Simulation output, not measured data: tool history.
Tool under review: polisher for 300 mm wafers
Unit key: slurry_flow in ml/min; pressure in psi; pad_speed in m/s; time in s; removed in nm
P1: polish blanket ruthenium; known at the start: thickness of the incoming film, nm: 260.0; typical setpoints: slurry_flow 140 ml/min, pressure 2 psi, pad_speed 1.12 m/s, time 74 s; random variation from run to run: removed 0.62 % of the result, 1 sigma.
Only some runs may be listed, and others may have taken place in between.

run	day	slurry_flow	pressure	pad_speed	time	removed
1	0.262	140	2	1.12	74	77.705
2	0.479	140	2	0.5	74	35.048
3	0.638	140	2	1.12	74	77.877
4	0.833	140	2	1.64	74	113.9
5	1.071	140	0.9	1.12	74	35.239
6	1.329	140	1	1.54	74	53.458
7	1.608	85	2	1.12	57	53.604
8	1.825	140	2	1.12	74	78.95
9	1.996	140	2	1.12	74	77.121
10	2.125	140	2	1.12	74	77.447
11	2.35	140	2	1.12	53	55.863
12	2.517	140	2	1.12	111	117.32
13	2.704	140	2	1.12	74	78.239
14	2.879	140	2	1.12	74	77.974
15	3.008	140	2.6	1.12	74	102.08
16	3.204	95	2.7	1.12	74	96.707
17	3.488	85	2	1.12	74	69.223
18	3.704	220	2	1.12	74	83.673
19	3.842	140	2	1.12	74	78.243
20	4.075	140	2	1.12	74	74.504
21	4.208	140	2	1.12	74	74.023
22	4.375	140	2	1.12	74	72.284
23	4.646	140	2	1.12	74	72.198
# day 4.7: worn pad replaced by a new one
24	4.792	140	2	1.12	74	71.254
25	5.079	140	2	1.12	74	71.215

P1 no longer gives what it gave before; its output has crept away from where it was. The following 2 causes, each at its listed size, fit the log equally well:
A: head's pressure below its setpoint, % = 8.43
B: slurry flow missing at the pad, % = 32.8
The onset of the drift is placed at about day 3.842.
Ruled out, with reasons:
removal rate lost through wear of the pad, %: serviced at day 4.7, after the change had begun; the process did not return to its earlier output

4 check runs are offered, one wafer each, their results left as question marks. Which one tells the causes apart?
check 1	5.367	85	2	1.12	106	?
check 2	5.367	140	2	1.56	110	?
check 3	5.367	140	1.2	0.6	74	?
check 4	5.367	140	1	1.12	96	?

Outcome of each check run for each possible cause:
check	result	if A	if B
check 1	removed	91.221	86.966
check 2	removed	148.1	148.07
check 3	removed	22.991	22.988
check 4	removed	46.397	46.39
How far apart the two closest causes lie, in the result that separates them most: check 1 4.78 %; check 2 0.02 %; check 3 0.02 %; check 4 0.02 %
The causes can be told apart only by check 1. The other checks would give nearly the same results under each of them.

After running check 1, the following was obtained: removed 92.063 nm. Which cause does this point to?

A is the cause: head's pressure below its setpoint, %.

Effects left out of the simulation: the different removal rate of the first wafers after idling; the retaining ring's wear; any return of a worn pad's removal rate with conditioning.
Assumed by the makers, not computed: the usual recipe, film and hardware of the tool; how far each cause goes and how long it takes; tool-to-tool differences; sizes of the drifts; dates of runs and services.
